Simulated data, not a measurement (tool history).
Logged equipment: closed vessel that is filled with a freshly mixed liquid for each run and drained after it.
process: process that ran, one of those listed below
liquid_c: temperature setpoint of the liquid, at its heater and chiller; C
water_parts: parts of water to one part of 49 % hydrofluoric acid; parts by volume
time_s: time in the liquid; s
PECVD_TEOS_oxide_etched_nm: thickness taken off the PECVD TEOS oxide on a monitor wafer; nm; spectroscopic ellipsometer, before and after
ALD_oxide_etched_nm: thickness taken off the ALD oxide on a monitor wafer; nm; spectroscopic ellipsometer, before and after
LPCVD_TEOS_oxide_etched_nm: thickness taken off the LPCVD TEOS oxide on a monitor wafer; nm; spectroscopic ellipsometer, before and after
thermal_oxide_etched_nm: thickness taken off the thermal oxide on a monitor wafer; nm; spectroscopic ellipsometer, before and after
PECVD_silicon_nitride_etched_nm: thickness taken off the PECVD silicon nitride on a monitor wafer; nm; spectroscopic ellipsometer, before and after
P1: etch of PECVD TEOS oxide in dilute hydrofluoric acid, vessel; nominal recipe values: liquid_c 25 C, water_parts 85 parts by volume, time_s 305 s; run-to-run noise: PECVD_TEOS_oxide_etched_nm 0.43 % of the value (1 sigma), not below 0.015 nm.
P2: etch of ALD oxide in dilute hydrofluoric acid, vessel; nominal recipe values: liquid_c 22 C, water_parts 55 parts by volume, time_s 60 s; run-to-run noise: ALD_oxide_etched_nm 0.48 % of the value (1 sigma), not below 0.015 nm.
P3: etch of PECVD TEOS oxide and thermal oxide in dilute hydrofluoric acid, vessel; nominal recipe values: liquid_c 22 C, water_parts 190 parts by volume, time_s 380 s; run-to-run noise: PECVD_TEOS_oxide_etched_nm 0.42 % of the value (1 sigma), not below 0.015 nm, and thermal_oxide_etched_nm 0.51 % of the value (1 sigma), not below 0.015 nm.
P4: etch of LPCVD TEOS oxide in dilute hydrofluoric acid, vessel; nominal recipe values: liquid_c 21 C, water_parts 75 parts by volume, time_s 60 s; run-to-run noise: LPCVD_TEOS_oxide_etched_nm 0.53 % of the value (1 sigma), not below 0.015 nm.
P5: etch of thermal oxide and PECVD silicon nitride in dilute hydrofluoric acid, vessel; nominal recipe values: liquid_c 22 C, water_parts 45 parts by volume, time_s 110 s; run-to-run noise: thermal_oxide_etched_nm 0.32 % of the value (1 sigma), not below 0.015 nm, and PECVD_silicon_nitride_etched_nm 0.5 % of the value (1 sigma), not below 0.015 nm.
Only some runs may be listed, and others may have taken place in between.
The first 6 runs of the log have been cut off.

| run | hour | process | liquid_c | water_parts | time_s | PECVD_TEOS_oxide_etched_nm | ALD_oxide_etched_nm | LPCVD_TEOS_oxide_etched_nm | thermal_oxide_etched_nm | PECVD_silicon_nitride_etched_nm |
|---|---|---|---|---|---|---|---|---|---|---|
| 7 | 99.4 | P4 | 21 | 105 | 60 |  |  | 15.401 |  |  |
| 8 | 112.1 | P1 | 25 | 25 | 305 | 152.15 |  |  |  |  |
| 9 | 126.3 | P3 | 22 | 305 | 380 | 26.091 |  |  | 4.3065 |  |
| 10 | 137.4 | P1 | 25 | 85 | 465 | 63.121 |  |  |  |  |
| 11 | 147.4 | P5 | 22 | 45 | 110 |  |  |  | 10.831 | 10.554 |
| 12 | 157.2 | P3 | 18 | 190 | 380 | 40.011 |  |  | 6.6807 |  |
| 13 | 174.2 | P5 | 22 | 75 | 110 |  |  |  | 6.2402 | 6.3654 |
| 14 | 189.7 | P3 | 22 | 190 | 380 | 46.766 |  |  | 7.8824 |  |
| 15 | 202.1 | P1 | 25 | 150 | 305 | 21.531 |  |  |  |  |
| 16 | 214.5 | P4 | 21 | 75 | 60 |  |  | 22.165 |  |  |
| 17 | 227.8 | P1 | 32 | 85 | 305 | 54.331 |  |  |  |  |
| 18 | 240.9 | P1 | 25 | 85 | 305 | 41.311 |  |  |  |  |
| 19 | 254 | P1 | 25 | 85 | 305 | 41.323 |  |  |  |  |
| 20 | 267.1 | P2 | 22 | 55 | 105 |  | 17.719 |  |  |  |
| 21 | 282.6 | P1 | 25 | 85 | 305 | 41.414 |  |  |  |  |
| 22 | 295.5 | P1 | 25 | 85 | 305 | 41.175 |  |  |  |  |
| 23 | 305.7 | P1 | 25 | 85 | 305 | 41.428 |  |  |  |  |
| 24 | 313.8 | P5 | 22 | 45 | 110 |  |  |  | 10.869 | 10.565 |
| 25 | 321.5 | P3 | 22 | 190 | 670 | 82.733 |  |  | 13.786 |  |
| 26 | 335.2 | P1 | 20 | 85 | 305 | 33.847 |  |  |  |  |
| 27 | 344.1 | P5 | 29 | 45 | 110 |  |  |  | 14.365 | 16.674 |
| 28 | 360.6 | P1 | 28.5 | 85 | 155 | 24.004 |  |  |  |  |
| 29 | 371.2 | P2 | 22 | 95 | 60 |  | 5.6298 |  |  |  |

Forecast run 30:
| 30 | 382.1 | P1 | 25 | 85 | 30 | ? |  |  |  |  |

PECVD_TEOS_oxide_etched_nm: 4.075 nm

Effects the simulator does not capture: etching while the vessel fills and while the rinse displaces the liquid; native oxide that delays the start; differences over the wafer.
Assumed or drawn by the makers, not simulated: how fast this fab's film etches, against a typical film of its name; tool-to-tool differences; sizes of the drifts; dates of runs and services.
